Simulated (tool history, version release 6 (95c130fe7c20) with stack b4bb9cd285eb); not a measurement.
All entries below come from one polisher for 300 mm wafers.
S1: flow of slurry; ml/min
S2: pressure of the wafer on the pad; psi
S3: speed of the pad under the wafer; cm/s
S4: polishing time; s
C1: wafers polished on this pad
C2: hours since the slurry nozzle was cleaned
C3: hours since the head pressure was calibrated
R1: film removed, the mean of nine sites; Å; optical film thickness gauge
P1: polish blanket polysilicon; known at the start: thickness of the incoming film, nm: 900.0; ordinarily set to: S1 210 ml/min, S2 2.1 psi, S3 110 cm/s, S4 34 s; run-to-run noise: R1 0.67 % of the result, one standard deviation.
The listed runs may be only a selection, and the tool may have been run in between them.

run 1 day=0.221 | S1=210 S2=2.1 S3=110 S4=34 | C1=230 C2=207.9 C3=262.5 | R1=2771.9
run 2 day=0.45 | S1=210 S2=2.1 S3=110 S4=34 | C1=285 C2=213.4 C3=268 | R1=2756.6
-- day=0.8 head pressure recalibrated
run 3 day=0.829 | S1=210 S2=2.1 S3=110 S4=22 | C1=375 C2=222.5 C3=0.7 | R1=1808.7
run 4 day=1.2 | S1=290 S2=2.1 S3=110 S4=34 | C1=464 C2=231.4 C3=9.6 | R1=2893.1
run 5 day=1.517 | S1=210 S2=1.5 S3=84 S4=34 | C1=540 C2=239 C3=17.2 | R1=1520.2
run 6 day=1.679 | S1=210 S2=2.1 S3=54 S4=34 | C1=579 C2=242.9 C3=21.1 | R1=1371.4
run 7 day=1.962 | S1=210 S2=3 S3=110 S4=52 | C1=646 C2=249.7 C3=27.9 | R1=6066.7
run 8 day=2.288 | S1=320 S2=1.6 S3=110 S4=34 | C1=724 C2=257.5 C3=35.7 | R1=2210.1
run 9 day=2.604 | S1=210 S2=2.1 S3=172 S4=34 | C1=800 C2=265.1 C3=43.3 | R1=4332.5
run 10 day=2.792 | S1=125 S2=2.1 S3=110 S4=34 | C1=845 C2=269.6 C3=47.8 | R1=2568.6
run 11 day=3.075 | S1=210 S2=2.8 S3=110 S4=34 | C1=912 C2=276.4 C3=54.6 | R1=3703.6
run 12 day=3.25 | S1=210 S2=2.1 S3=110 S4=34 | C1=954 C2=280.6 C3=58.8 | R1=2810.3
run 13 day=3.596 | S1=210 S2=2.1 S3=110 S4=34 | C1=1037 C2=288.9 C3=67.1 | R1=2783.8
run 14 day=3.954 | S1=210 S2=2.1 S3=110 S4=34 | C1=1123 C2=297.5 C3=75.7 | R1=2757.9
-- day=4.192 worn pad replaced by a new one
run 15 day=4.217 | S1=210 S2=2.1 S3=110 S4=34 | C1=6 C2=303.8 C3=82 | R1=2769.7
run 16 day=4.538 | S1=210 S2=2.1 S3=110 S4=50 | C1=83 C2=311.5 C3=89.7 | R1=4108.3
run 17 day=4.812 | S1=210 S2=1 S3=110 S4=34 | C1=149 C2=318.1 C3=96.3 | R1=1334.7
run 18 day=5.188 | S1=210 S2=2.1 S3=110 S4=34 | C1=239 C2=327.1 C3=105.3 | R1=2806.5
run 19 day=5.371 | S1=210 S2=2.1 S3=110 S4=34 | C1=282 C2=331.5 C3=109.7 | R1=2762.8
run 20 day=5.612 | S1=210 S2=2.1 S3=110 S4=34 | C1=340 C2=337.3 C3=115.5 | R1=2724.9
run 21 day=5.825 | S1=210 S2=2.1 S3=110 S4=34 | C1=391 C2=342.4 C3=120.6 | R1=2733.2
run 22 day=6.196 | S1=210 S2=2.1 S3=110 S4=34 | C1=480 C2=351.3 C3=129.5 | R1=2674.1
run 23 day=6.417 | S1=210 S2=2.1 S3=110 S4=34 | C1=532 C2=356.6 C3=134.8 | R1=2642.4
run 24 day=6.679 | S1=210 S2=2.1 S3=110 S4=34 | C1=595 C2=362.9 C3=141.1 | R1=2614.7
run 25 day=6.958 | S1=210 S2=2.1 S3=110 S4=34 | C1=662 C2=369.6 C3=147.8 | R1=2633.4
run 26 day=7.175 | S1=210 S2=2.1 S3=110 S4=34 | C1=714 C2=374.8 C3=153 | R1=2622.1
-- day=7.267 worn pad replaced by a new one
run 27 day=7.517 | S1=210 S2=2.1 S3=110 S4=34 | C1=60 C2=383 C3=161.2 | R1=2592.8
run 28 day=7.75 | S1=210 S2=2.1 S3=110 S4=34 | C1=116 C2=388.6 C3=166.8 | R1=2588.9
run 29 day=7.971 | S1=210 S2=2.1 S3=110 S4=34 | C1=169 C2=393.9 C3=172.1 | R1=2590.5

The log shows P1 creeping away from where it was. Any of the 2 causes listed here, at the size stated for it, fits the log just as well as the others:
A: head's pressure below its setpoint, % = 6.59
B: slurry flow missing at the pad, % = 35.6
The creep began at about day 5.371.
Excluded causes, each with its reason:
removal rate lost through wear of the pad, %: its service at day 7.267 followed the start of the drift and did not put the process back to its old value

Which of the check runs below tells the causes apart, meaning the causes would give it clearly different results? Each run uses 2 wafers whose results are averaged, and each result is shown as a question mark.
run check 1 day=8.192 | S1=125 S2=2.1 S3=110 S4=22 | R1=?
run check 2 day=8.192 | S1=210 S2=1 S3=80 S4=34 | R1=?
run check 3 day=8.192 | S1=210 S2=1.1 S3=110 S4=34 | R1=?
run check 4 day=8.192 | S1=210 S2=2.1 S3=168 S4=34 | R1=?

What every check run would give for each of its results, assuming each possible cause in turn:
check=check_1 result=R1 if_A=1547.5 if_B=1485.7
check=check_2 result=R1 if_A=900.34 if_B=900.43
check=check_3 result=R1 if_A=1361.8 if_B=1361.9
check=check_4 result=R1 if_A=3970.5 if_B=3970.9
Per-check spread between the two closest causes, in the result where they differ most: check 1 4.08 %; check 2 0.01 %; check 3 0.01 %; check 4 0.01 %
Check 1 tells the causes apart: in the others they would give nearly the same result.

Running check 1 produced the following: R1 1480.9 Å. Which one of the listed causes fits?

Of the candidate causes, it is B: slurry flow missing at the pad, %.
